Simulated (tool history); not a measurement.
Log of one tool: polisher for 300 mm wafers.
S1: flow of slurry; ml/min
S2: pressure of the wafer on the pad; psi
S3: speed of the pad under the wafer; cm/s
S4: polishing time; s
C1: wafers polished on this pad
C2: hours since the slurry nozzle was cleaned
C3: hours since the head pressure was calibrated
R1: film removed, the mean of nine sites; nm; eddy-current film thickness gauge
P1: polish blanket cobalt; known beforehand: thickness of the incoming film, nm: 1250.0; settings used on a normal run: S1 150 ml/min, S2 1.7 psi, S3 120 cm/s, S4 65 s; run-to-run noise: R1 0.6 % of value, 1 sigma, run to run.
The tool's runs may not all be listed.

run,day,S1,S2,S3,S4,C1,C2,C3,R1
1,0.146,150,1.7,120,65,563,80.5,370.5,269.41
2,0.254,150,1.7,120,33,585,83.1,373.1,136.22
3,0.446,150,1.7,54,65,625,87.7,377.7,120.88
4,0.667,150,1.7,120,65,670,93,383,263.17
5,0.871,235,1.7,120,65,712,97.9,387.9,282.43
6,1.05,150,1.7,120,65,748,102.2,392.2,262.88
7,1.162,150,1.7,120,65,771,104.9,394.9,267.68
8,1.325,150,2.5,120,65,804,108.8,398.8,394.44
9,1.529,150,1.7,88,88,846,113.7,403.7,264.6
10,1.712,150,1.7,120,101,884,118.1,408.1,414.47
11,1.825,150,1.7,120,65,907,120.8,410.8,265.35
12,1.996,90,1.7,120,65,942,124.9,414.9,240.59
13,2.179,150,1.7,120,65,979,129.3,419.3,265.59
14,2.275,150,0.8,120,65,999,131.6,421.6,125.01
15,2.388,195,1.7,120,35,1022,134.3,424.3,152.07
16,2.525,150,1.7,166,65,1050,137.6,427.6,365.22
17,2.725,150,1.7,120,65,1091,142.4,432.4,270.05

Expected results for the next run?
18,2.846,150,1.7,120,65,1116,145.3,435.3,?

{"run 18": {"R1": 263.3}}
